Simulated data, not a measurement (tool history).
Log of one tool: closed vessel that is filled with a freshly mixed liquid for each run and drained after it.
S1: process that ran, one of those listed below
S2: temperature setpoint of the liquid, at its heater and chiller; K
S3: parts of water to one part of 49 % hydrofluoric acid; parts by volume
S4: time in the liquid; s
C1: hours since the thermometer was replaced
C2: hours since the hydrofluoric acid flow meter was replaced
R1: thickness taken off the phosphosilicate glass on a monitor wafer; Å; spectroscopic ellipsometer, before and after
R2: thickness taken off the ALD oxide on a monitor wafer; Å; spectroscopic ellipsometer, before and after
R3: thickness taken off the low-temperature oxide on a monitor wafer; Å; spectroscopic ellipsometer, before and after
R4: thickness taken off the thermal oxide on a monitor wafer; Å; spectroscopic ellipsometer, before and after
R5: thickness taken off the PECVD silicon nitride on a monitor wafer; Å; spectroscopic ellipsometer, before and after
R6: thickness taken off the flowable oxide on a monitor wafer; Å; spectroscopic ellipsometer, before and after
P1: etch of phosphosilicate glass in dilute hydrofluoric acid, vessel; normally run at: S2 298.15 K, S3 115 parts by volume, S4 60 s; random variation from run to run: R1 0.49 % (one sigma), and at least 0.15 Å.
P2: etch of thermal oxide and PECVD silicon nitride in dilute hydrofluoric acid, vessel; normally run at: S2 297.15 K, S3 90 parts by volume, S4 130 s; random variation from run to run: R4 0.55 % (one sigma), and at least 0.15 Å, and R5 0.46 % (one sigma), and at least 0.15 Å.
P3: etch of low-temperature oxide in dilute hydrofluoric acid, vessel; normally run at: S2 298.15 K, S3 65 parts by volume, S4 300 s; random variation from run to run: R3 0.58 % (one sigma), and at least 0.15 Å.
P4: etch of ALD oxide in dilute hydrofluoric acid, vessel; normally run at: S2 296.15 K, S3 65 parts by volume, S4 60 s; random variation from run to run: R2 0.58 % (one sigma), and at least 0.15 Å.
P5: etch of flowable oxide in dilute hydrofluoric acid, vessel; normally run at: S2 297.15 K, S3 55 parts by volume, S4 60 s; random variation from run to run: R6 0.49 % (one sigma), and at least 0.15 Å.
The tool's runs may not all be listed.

run,day,S1,S2,S3,S4,C1,C2,R1,R2,R3,R4,R5,R6
1,0.400,P1,298.15,115,60,148.4,1034.4,316.83,,,,,
2,1.075,P4,296.15,65,60,164.6,1050.6,,248.83,,,,
3,1.779,P3,290.15,65,300,181.5,1067.5,,,384.32,,,
4,2.462,P1,298.15,115,60,197.9,1083.9,314.64,,,,,
5,2.892,P3,298.15,65,525,208.2,1094.2,,,940.50,,,
6,3.671,P2,297.15,90,130,226.9,1112.9,,,,71.085,42.775,
7,4.062,P1,298.15,115,60,236.3,1122.3,317.02,,,,,
8,4.571,P3,298.15,65,300,248.5,1134.5,,,537.95,,,
9,5.288,P1,298.15,115,60,265.7,1151.7,318.85,,,,,
10,5.771,P5,297.15,55,60,277.3,1163.3,,,,,,526.03
11,6.379,P1,298.15,115,35,291.9,1177.9,181.97,,,,,
12,6.829,P5,290.15,55,60,302.7,1188.7,,,,,,392.89
13,7.417,P1,298.15,115,60,316.8,1202.8,316.51,,,,,
14,7.829,P2,297.15,25,130,326.7,1212.7,,,,280.630,149.130,
15,8.346,P1,298.15,115,60,339.1,1225.1,313.39,,,,,
16,8.971,P2,304.65,90,130,354.1,1240.1,,,,94.551,69.031,
17,9.354,P1,292.15,115,60,363.3,1249.3,248.88,,,,,
18,9.704,P2,297.15,90,190,371.7,1257.7,,,,102.800,61.919,
19,10.133,P4,296.15,25,60,382.0,1268.0,,677.80,,,,
20,10.771,P4,290.15,65,60,397.3,1283.3,,193.45,,,,
21,11.396,P1,298.15,165,60,412.3,1298.3,205.82,,,,,
22,12.179,P1,298.15,35,60,431.1,1317.1,1156.90,,,,,
23,12.646,P2,297.15,90,130,442.3,1328.3,,,,71.262,42.811,
24,13.200,P4,296.15,65,115,455.6,1341.6,,474.53,,,,
25,13.921,P5,297.15,55,60,472.9,1358.9,,,,,,526.32
26,14.350,P1,304.15,200,60,483.2,1369.2,203.85,,,,,
# day 14.954: thermometer replaced
27,15.042,P5,297.15,20,60,2.2,1385.8,,,,,,1529.60
28,15.688,P1,298.15,115,60,17.7,1401.3,314.47,,,,,
29,16.254,P3,298.15,100,300,31.3,1414.9,,,336.31,,,
30,16.858,P1,305.65,115,30,45.8,1429.4,208.93,,,,,
31,17.521,P4,296.15,65,60,61.7,1445.3,,249.94,,,,
32,18.267,P1,304.65,115,60,79.6,1463.2,401.88,,,,,
33,18.958,P5,297.15,55,110,96.2,1479.8,,,,,,961.61
34,19.342,P1,298.15,115,95,105.4,1489.0,497.92,,,,,
35,19.942,P1,298.15,115,60,119.8,1503.4,316.54,,,,,
36,20.729,P1,298.15,115,60,138.7,1522.3,329.01,,,,,
37,21.229,P1,298.15,115,60,150.7,1534.3,334.64,,,,,
38,21.896,P1,298.15,115,60,166.7,1550.3,335.37,,,,,
39,22.288,P1,298.15,115,60,176.1,1559.7,339.78,,,,,
40,23.067,P1,298.15,115,60,194.8,1578.4,338.02,,,,,
41,23.500,P1,298.15,115,60,205.2,1588.8,337.49,,,,,

What P1 gives has crept away from where it was. These 2 causes fit the log equally well, each at the size given:
A: hydrofluoric acid flow above the setpoint (%) = 6.08
B: liquid hotter than its thermometer reads (K) = 1.75
The creep began at about day 19.942.

4 check runs are offered, one wafer each, their results left as question marks. Which one tells the causes apart?
check 1,23.933,P2,297.15,90,130,,,,,,?,?,
check 2,23.933,P4,296.15,65,60,,,,?,,,,
check 3,23.933,P5,297.15,55,60,,,,,,,,?
check 4,23.933,P3,298.15,65,300,,,,,?,,,

What each check would give under each cause:
check,result,if A,if B
check 1,R4,75.753,76.041
check 1,R5,45.246,47.891
check 2,R2,264.41,266.38
check 3,R6,563.08,567.66
check 4,R3,575.05,578.51
How far apart the two closest causes lie, in the result that separates them most: check 1 5.68 %; check 2 0.74 %; check 3 0.81 %; check 4 0.6 %
Check 1 tells the causes apart: in the others they would give nearly the same result.

Then check 1 was run and gave: R4 76.125 Å; R5 47.765 Å. Which cause is it?

It is B: liquid hotter than its thermometer reads (K).
